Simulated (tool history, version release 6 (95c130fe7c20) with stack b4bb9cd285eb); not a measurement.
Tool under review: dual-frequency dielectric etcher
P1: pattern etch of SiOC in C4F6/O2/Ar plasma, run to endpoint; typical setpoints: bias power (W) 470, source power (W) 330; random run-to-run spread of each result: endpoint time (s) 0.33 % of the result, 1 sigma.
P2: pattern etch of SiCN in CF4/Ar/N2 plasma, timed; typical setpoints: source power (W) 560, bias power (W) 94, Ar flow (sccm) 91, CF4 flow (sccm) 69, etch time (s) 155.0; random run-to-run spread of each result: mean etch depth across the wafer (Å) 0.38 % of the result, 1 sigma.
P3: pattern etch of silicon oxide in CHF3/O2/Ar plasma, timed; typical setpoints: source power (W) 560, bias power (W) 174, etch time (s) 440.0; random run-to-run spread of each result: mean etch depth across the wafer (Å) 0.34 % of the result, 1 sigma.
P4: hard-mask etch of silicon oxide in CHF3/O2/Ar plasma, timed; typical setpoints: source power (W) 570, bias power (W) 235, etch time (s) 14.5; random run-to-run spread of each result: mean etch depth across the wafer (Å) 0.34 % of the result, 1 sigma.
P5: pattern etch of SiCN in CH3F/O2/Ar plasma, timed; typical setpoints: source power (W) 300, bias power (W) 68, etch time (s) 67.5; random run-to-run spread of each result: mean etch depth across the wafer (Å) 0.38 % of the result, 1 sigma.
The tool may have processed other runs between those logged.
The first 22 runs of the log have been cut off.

run	hour	process that ran	bias power (W)	source power (W)	Ar flow (sccm)	CF4 flow (sccm)	etch time (s)	endpoint time (s)	mean etch depth across the wafer (Å)
23	216.8	P2	94	560	91	92	155.0		1820.60
24	226.0	P3	174	560			551.0		10347.00
# hour 228.0: source power generator calibrated
25	235.1	P3	232	560			440.0		9100.70
26	244.0	P1	620	330				17.284	
27	253.8	P1	470	410				17.777	
28	261.6	P5	68	300			67.5		226.90
29	273.4	P1	470	330				19.342	
30	283.0	P5	68	300			95.5		321.40
31	294.5	P1	470	330				19.158	

What will run 32 give?
32	307.6	P1	470	330				?	

For run 32 the tool returned endpoint time (s) 19.283.
